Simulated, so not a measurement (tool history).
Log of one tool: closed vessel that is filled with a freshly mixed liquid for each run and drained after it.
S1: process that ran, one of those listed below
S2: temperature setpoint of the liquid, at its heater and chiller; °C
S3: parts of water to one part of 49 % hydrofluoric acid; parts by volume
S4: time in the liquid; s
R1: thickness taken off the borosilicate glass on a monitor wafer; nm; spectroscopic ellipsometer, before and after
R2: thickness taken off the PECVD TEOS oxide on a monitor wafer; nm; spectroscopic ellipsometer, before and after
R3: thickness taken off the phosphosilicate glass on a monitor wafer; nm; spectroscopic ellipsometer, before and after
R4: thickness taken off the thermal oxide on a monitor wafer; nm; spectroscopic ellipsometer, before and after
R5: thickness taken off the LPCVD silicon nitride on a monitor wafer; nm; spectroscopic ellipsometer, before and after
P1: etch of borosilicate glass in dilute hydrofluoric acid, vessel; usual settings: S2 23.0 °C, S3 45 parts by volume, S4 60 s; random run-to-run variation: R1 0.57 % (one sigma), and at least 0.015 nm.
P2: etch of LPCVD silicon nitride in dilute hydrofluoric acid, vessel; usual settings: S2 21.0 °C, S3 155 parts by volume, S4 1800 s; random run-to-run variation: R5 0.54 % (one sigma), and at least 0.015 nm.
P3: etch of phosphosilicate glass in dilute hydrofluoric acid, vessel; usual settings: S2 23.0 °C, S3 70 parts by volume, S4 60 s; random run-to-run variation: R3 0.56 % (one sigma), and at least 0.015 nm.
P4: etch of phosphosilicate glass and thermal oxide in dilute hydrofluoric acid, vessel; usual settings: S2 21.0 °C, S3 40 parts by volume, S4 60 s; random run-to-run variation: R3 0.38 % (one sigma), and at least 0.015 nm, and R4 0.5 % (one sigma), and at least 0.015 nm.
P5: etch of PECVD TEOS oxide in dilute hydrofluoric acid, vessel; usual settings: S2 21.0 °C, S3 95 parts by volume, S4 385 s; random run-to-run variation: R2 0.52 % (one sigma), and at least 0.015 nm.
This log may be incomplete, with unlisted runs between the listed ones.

run,hour,S1,S2,S3,S4,R1,R2,R3,R4,R5
1,6.8,P1,23.0,45,60,26.775,,,,
2,11.6,P5,21.0,95,695,,78.264,,,
3,16.8,P5,21.0,95,385,,43.659,,,
4,22.7,P3,17.0,70,60,,,68.072,,
# hour 26.3: thermometer replaced
5,26.8,P3,23.0,70,30,,,44.022,,
6,33.2,P4,21.0,20,60,,,593.370,13.3170,
7,38.7,P5,21.0,95,385,,43.518,,,
8,45.7,P1,28.5,45,60,33.031,,,,
9,49.2,P2,21.0,155,55,,,,,0.15316
10,53.6,P3,23.0,70,60,,,88.129,,
11,60.6,P4,17.0,40,60,,,243.760,5.4940,
12,65.8,P4,21.0,40,60,,,291.490,6.4790,
13,72.0,P1,23.0,45,60,26.477,,,,
14,75.3,P1,23.0,45,90,39.395,,,,
15,78.7,P2,21.0,245,1800,,,,,3.29010
16,82.5,P3,23.0,70,60,,,86.638,,
17,88.1,P1,17.5,45,30,10.529,,,,
18,91.3,P4,21.0,40,90,,,434.940,9.6597,
19,95.6,P3,23.0,105,60,,,55.696,,
20,100.2,P2,17.0,155,1800,,,,,3.85670
21,105.7,P1,17.0,45,60,20.474,,,,
22,108.9,P1,23.0,20,60,61.909,,,,
23,113.1,P2,21.0,155,1800,,,,,5.12180
24,116.4,P1,23.0,45,60,26.385,,,,
25,121.8,P5,27.5,95,385,,56.102,,,
26,126.8,P1,23.0,70,60,16.542,,,,
27,130.8,P1,23.0,45,60,26.764,,,,
28,137.6,P1,23.0,45,60,26.477,,,,
29,144.1,P1,23.0,45,30,13.195,,,,
30,149.7,P5,21.0,20,385,,225.340,,,
31,155.0,P1,23.0,45,60,26.443,,,,
32,160.9,P1,23.0,45,60,25.799,,,,
33,164.3,P1,23.0,45,60,25.462,,,,
34,167.4,P1,23.0,45,60,25.089,,,,
35,171.2,P1,23.0,45,60,25.036,,,,
36,177.5,P1,23.0,45,60,24.762,,,,
37,181.0,P1,23.0,45,60,24.675,,,,
38,187.3,P1,23.0,45,60,24.493,,,,
39,192.1,P1,23.0,45,60,24.614,,,,
40,198.6,P1,23.0,45,60,24.432,,,,
41,201.7,P1,23.0,45,60,24.316,,,,

Something has made what P1 gives creep away from where it was; the 2 causes below, each at its own stated size, fit the log equally well:
A: liquid colder than its thermometer reads (K) = 1.75
B: hydrofluoric acid flow below the setpoint (%) = 6.65
The gradual shift began around hour 155.0.

Each of the 4 check runs below uses one wafer; its results are left as question marks. Which run tells the causes apart?
check 1,204.8,P3,23.0,70,60,,,?,,
check 2,204.8,P2,21.0,155,1800,,,,,?
check 3,204.8,P5,21.0,95,385,,?,,,
check 4,204.8,P4,21.0,40,60,,,?,?,

If the cause were each of the candidates in turn, the checks would give the following:
check,result,if A,if B
check 1,R3,81.360,81.110
check 2,R5,4.54020,4.76970
check 3,R2,40.525,40.340
check 4,R3,268.950,269.600
check 4,R4,6.0139,6.0285
Per check, the gap between the least separated pair of causes, taken in the result that splits them most: check 1 0.31 %; check 2 4.93 %; check 3 0.46 %; check 4 0.24 %
Of the check runs offered, only check 2 discriminates between the causes; the rest would read about the same regardless of which cause applies.

Then check 2 was run and gave: R5 4.51180 nm. Which cause is it?

It is A: liquid colder than its thermometer reads (K).
